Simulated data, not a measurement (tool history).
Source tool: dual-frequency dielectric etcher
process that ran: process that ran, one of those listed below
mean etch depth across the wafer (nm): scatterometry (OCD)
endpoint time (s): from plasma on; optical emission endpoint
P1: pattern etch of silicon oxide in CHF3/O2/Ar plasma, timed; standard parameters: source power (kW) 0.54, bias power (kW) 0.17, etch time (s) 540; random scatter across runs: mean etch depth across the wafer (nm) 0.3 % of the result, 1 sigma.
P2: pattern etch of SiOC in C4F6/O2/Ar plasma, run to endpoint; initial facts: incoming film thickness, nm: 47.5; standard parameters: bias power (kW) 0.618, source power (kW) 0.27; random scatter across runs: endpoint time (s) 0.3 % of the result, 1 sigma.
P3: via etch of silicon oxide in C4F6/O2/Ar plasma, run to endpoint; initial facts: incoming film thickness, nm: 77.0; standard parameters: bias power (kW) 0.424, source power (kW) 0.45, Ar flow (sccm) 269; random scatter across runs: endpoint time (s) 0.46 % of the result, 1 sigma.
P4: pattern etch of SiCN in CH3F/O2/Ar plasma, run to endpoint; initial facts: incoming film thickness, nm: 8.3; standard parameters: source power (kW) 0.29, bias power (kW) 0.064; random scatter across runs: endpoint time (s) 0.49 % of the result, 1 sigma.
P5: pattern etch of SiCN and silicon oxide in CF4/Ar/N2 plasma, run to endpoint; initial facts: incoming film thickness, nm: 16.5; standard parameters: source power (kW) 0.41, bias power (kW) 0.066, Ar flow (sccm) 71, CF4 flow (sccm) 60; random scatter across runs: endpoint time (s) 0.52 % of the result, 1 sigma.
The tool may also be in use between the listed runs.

| run | hour | process that ran | source power (kW) | bias power (kW) | etch time (s) | Ar flow (sccm) | CF4 flow (sccm) | mean etch depth across the wafer (nm) | endpoint time (s) |
|---|---|---|---|---|---|---|---|---|---|
| 1 | 6.1 | P1 | 0.54 | 0.17 | 540 |  |  | 999.31 |  |
| 2 | 9.2 | P5 | 0.41 | 0.084 |  | 71 | 60 |  | 19.117 |
| 3 | 13.9 | P5 | 0.51 | 0.066 |  | 71 | 60 |  | 16.924 |
| 4 | 16.9 | P2 | 0.37 | 0.618 |  |  |  |  | 15.191 |
| 5 | 20.6 | P3 | 0.45 | 0.424 |  | 269 |  |  | 16.807 |
| 6 | 23.7 | P4 | 0.19 | 0.064 |  |  |  |  | 30.411 |
| 7 | 28.2 | P1 | 0.54 | 0.212 | 540 |  |  | 1071.8 |  |
| 8 | 31.6 | P2 | 0.27 | 0.488 |  |  |  |  | 18.596 |
| 9 | 35.4 | P1 | 0.33 | 0.17 | 540 |  |  | 821.51 |  |
| 10 | 38.8 | P1 | 0.54 | 0.17 | 540 |  |  | 993.17 |  |
| 11 | 42.7 | P5 | 0.41 | 0.066 |  | 71 | 60 |  | 20.798 |
| 12 | 46 | P3 | 0.45 | 0.424 |  | 207 |  |  | 16.317 |
| 13 | 51.2 | P2 | 0.27 | 0.618 |  |  |  |  | 17.02 |
|  | 52.6 | wet clean of the chamber |
| 14 | 55.6 | P5 | 0.41 | 0.066 |  | 71 | 83 |  | 19.977 |
| 15 | 58.6 | P3 | 0.45 | 0.424 |  | 269 |  |  | 16.745 |
| 16 | 64.4 | P1 | 0.54 | 0.104 | 540 |  |  | 856.91 |  |
| 17 | 68.6 | P1 | 0.54 | 0.17 | 540 |  |  | 998.17 |  |
| 18 | 74.7 | P4 | 0.29 | 0.064 |  |  |  |  | 25.937 |
| 19 | 80.4 | P5 | 0.41 | 0.066 |  | 91 | 60 |  | 21.471 |
| 20 | 84.6 | P4 | 0.29 | 0.064 |  |  |  |  | 25.954 |
| 21 | 88.3 | P5 | 0.41 | 0.066 |  | 71 | 60 |  | 20.544 |
| 22 | 94 | P1 | 0.7 | 0.17 | 429 |  |  | 874.7 |  |
| 23 | 97.2 | P1 | 0.54 | 0.17 | 540 |  |  | 996.34 |  |
| 24 | 100.4 | P1 | 0.54 | 0.17 | 297 |  |  | 548.7 |  |
| 25 | 105.4 | P4 | 0.29 | 0.047 |  |  |  |  | 28.777 |
| 26 | 108.9 | P1 | 0.64 | 0.17 | 540 |  |  | 1062.6 |  |
| 27 | 114.3 | P1 | 0.54 | 0.17 | 540 |  |  | 998.23 |  |
| 28 | 117.6 | P1 | 0.54 | 0.17 | 796.5 |  |  | 1472.7 |  |
| 29 | 123.3 | P3 | 0.45 | 0.335 |  | 269 |  |  | 18.164 |
| 30 | 129 | P3 | 0.57 | 0.424 |  | 269 |  |  | 15.385 |
| 31 | 135.2 | P1 | 0.54 | 0.17 | 540 |  |  | 995.2 |  |
| 32 | 139.8 | P1 | 0.54 | 0.17 | 540 |  |  | 999.62 |  |
| 33 | 144.5 | P1 | 0.54 | 0.17 | 540 |  |  | 1001.9 |  |
| 34 | 150.8 | P1 | 0.54 | 0.17 | 540 |  |  | 1009.3 |  |
| 35 | 156.2 | P1 | 0.54 | 0.17 | 540 |  |  | 1010.8 |  |
| 36 | 160 | P1 | 0.54 | 0.17 | 540 |  |  | 1007 |  |
|  | 160.6 | wet clean of the chamber |
| 37 | 163.5 | P1 | 0.54 | 0.17 | 540 |  |  | 1007.7 |  |
| 38 | 168.4 | P1 | 0.54 | 0.17 | 540 |  |  | 1002.3 |  |
| 39 | 171.7 | P1 | 0.54 | 0.17 | 540 |  |  | 1007.3 |  |
| 40 | 177.7 | P1 | 0.54 | 0.17 | 540 |  |  | 1012.1 |  |
| 41 | 181.4 | P1 | 0.54 | 0.17 | 540 |  |  | 1001.4 |  |

P1 has crept away from where it was. The log is fitted equally well by each of these 2 causes, at the sizes shown:
A: bias power that arrives over what is set, % = 4.62
B: source power that arrives over what is set, % = 4.05
The drift started at roughly hour 135.2.
What rules out each remaining cause:
chamber walls in a state that raises the etch rate, %: work on it at hour 160.6, done after the drift set in, did not restore what the process gave before

4 check runs are offered, each on 5 wafers whose results are averaged, their results left as question marks. Which one tells the causes apart?
| check 1 | 185.1 | P5 | 0.41 | 0.066 |  | 71 | 60 |  | ? |
| check 2 | 185.1 | P4 | 0.29 | 0.064 |  |  |  |  | ? |
| check 3 | 185.1 | P3 | 0.45 | 0.424 |  | 269 |  |  | ? |
| check 4 | 185.1 | P2 | 0.27 | 0.618 |  |  |  |  | ? |

If the cause were each of the candidates in turn, the checks would give the following:
| check | result | if A | if B |
|---|---|---|---|
| check 1 | endpoint time (s) | 20.321 | 19.909 |
| check 2 | endpoint time (s) | 25.47 | 25.498 |
| check 3 | endpoint time (s) | 16.526 | 16.553 |
| check 4 | endpoint time (s) | 16.712 | 16.767 |
Minimum pairwise separation of causes per check, each pair taken at its best-separating result: check 1 2.05 %; check 2 0.11 %; check 3 0.16 %; check 4 0.33 %
Check 1 is the one run that separates the causes; every other check would come out nearly the same whichever cause is at work.

Check 1 was then run and gave: endpoint time (s) 20.4. Which cause is it?

A is the cause: bias power that arrives over what is set, %.
